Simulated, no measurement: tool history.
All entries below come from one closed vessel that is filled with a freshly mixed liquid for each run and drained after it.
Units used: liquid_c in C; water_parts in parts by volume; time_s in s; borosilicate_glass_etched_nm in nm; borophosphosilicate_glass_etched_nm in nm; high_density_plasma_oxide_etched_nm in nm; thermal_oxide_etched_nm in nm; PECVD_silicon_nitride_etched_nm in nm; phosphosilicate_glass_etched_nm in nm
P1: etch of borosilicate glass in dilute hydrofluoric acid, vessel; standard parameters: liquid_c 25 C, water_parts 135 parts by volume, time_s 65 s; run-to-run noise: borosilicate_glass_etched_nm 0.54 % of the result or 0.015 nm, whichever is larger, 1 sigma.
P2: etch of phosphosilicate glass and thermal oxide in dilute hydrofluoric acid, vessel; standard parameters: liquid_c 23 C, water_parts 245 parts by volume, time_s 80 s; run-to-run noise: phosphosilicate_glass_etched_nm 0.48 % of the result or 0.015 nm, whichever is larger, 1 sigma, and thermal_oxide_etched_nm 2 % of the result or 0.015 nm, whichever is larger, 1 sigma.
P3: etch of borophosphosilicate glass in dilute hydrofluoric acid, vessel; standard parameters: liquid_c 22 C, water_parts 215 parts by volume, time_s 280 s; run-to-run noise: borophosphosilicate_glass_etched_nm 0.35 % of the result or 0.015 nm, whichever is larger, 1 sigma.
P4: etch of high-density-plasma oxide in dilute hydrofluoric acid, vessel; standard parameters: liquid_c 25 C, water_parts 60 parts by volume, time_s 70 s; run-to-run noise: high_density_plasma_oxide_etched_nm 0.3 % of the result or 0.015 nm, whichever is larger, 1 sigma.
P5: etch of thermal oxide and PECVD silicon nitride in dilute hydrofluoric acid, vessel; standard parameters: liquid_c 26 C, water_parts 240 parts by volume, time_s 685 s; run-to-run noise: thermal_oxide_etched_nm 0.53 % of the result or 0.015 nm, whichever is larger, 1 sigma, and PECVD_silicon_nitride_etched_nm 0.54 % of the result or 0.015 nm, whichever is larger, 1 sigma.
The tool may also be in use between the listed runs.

run   hour  process  liquid_c  water_parts  time_s  hours since the thermometer was replaced  hours since the hydrofluoric acid flow meter was replaced  borosilicate_glass_etched_nm  borophosphosilicate_glass_etched_nm  high_density_plasma_oxide_etched_nm  thermal_oxide_etched_nm  PECVD_silicon_nitride_etched_nm  phosphosilicate_glass_etched_nm
  1      8       P1        25          135      65                                     770.6                                                      712.6                        15.895
  2   20.4       P1        25          135      30                                       783                                                        725                        7.4202
  3   30.4       P3        17          215     280                                       793                                                        735                                                             29.851
  4   43.3       P4        25          105      70                                     805.9                                                      747.9                                                                                                  3.8744
  5   59.6       P3        22          215     280                                     822.2                                                      764.2                                                             35.678
  6   76.5       P1        25          135      65                                     839.1                                                      781.1                         15.96
  7   84.8       P1        25          205      65                                     847.4                                                      789.4                        9.7007
  8   94.3       P5        26          395     685                                     856.9                                                      798.9                                                                                                                           6.5685                           5.4791
  9  106.3       P5        26          240     685                                     868.9                                                      810.9                                                                                                                           12.449                           9.1272
 10  115.3       P1        33          135      65                                     877.9                                                      819.9                        21.534
 11  126.1       P5      18.5          240     685                                     888.7                                                      830.7                                                                                                                           9.5909                            5.664
 12  136.9       P4      33.5           60      70                                     899.5                                                      841.5                                                                                                  9.9627
 13  144.8       P2        17          245      80                                     907.4                                                      849.4                                                                                                                           1.0111                                                            42.294
 14  158.6       P2        23          440      80                                     921.2                                                      863.2                                                                                                                          0.56529                                                            24.703
 15  174.9       P3        22          215      30                                     937.5                                                      879.5                                                             3.8782
 16  185.8       P5        26          240     685                                     948.4                                                      890.4                                                                                                                           12.423                           8.9713
 17  202.3       P1        25          135     100                                     964.9                                                      906.9                        24.397
 18  213.9       P2        23          245      80                                     976.5                                                      918.5                                                                                                                           1.2697                                                             52.47
 19  226.4       P4        25           60     100                                       989                                                        931                                                                                                  10.245
 20  237.1       P1        20          135      65                                     999.7                                                      941.7                        13.034
 21  246.4       P5        26          240      35                                      1009                                                        951                                                                                                                          0.62793                          0.46564
 22  255.7       P2        23          245     160                                    1018.3                                                      960.3                                                                                                                           2.4386                                                            105.56
 23  269.9       P4        25           60      70                                    1032.5                                                      974.5                                                                                                  7.1137
 24  284.1       P1        21          185      65                                    1046.7                                                      988.7                        9.4063
 25  298.8       P4        25           60      70                                    1061.4                                                     1003.4                                                                                                  7.1652
 26  308.1       P1        25           70      65                                    1070.7                                                     1012.7                        33.444
 27  318.6       P2        23          245      80                                    1081.2                                                     1023.2                                                                                                                           1.2374                                                            52.781
 28    328       P1        25          135      65                                    1090.6                                                     1032.6                        16.159
 29  342.9       P1        25          135      65                                    1105.5                                                     1047.5                        15.909
 30    359       P3        22           45     280                                    1121.6                                                     1063.6                                                             208.03
 31  372.6       P1        25          135      65                                    1135.2                                                     1077.2                        15.981
 32  389.9       P1        25          135      65                                    1152.5                                                     1094.5                        15.566
 33  404.6       P1        25          135      65                                    1167.2                                                     1109.2                        15.469
 34  413.7       P1        25          135      65                                    1176.3                                                     1118.3                        15.404
 35  428.6       P1        25          135      65                                    1191.2                                                     1133.2                        15.333
 36  436.2       P1        25          135      65                                    1198.8                                                     1140.8                        15.138
 37  448.4       P1        25          135      65                                      1211                                                       1153                        15.176
 38  458.1       P1        25          135      65                                    1220.7                                                     1162.7                        15.218
 39  466.6       P1        25          135      65                                    1229.2                                                     1171.2                         14.96
 40  474.1       P1        25          135      65                                    1236.7                                                     1178.7                        15.025
 41  486.4       P1        25          135      65                                      1249                                                       1191                        14.893

What will run 42 give?
 42  502.7       P1        25          135      65                                    1265.3                                                     1207.3                             ?

{"run 42": {"borosilicate_glass_etched_nm": 15.166}}
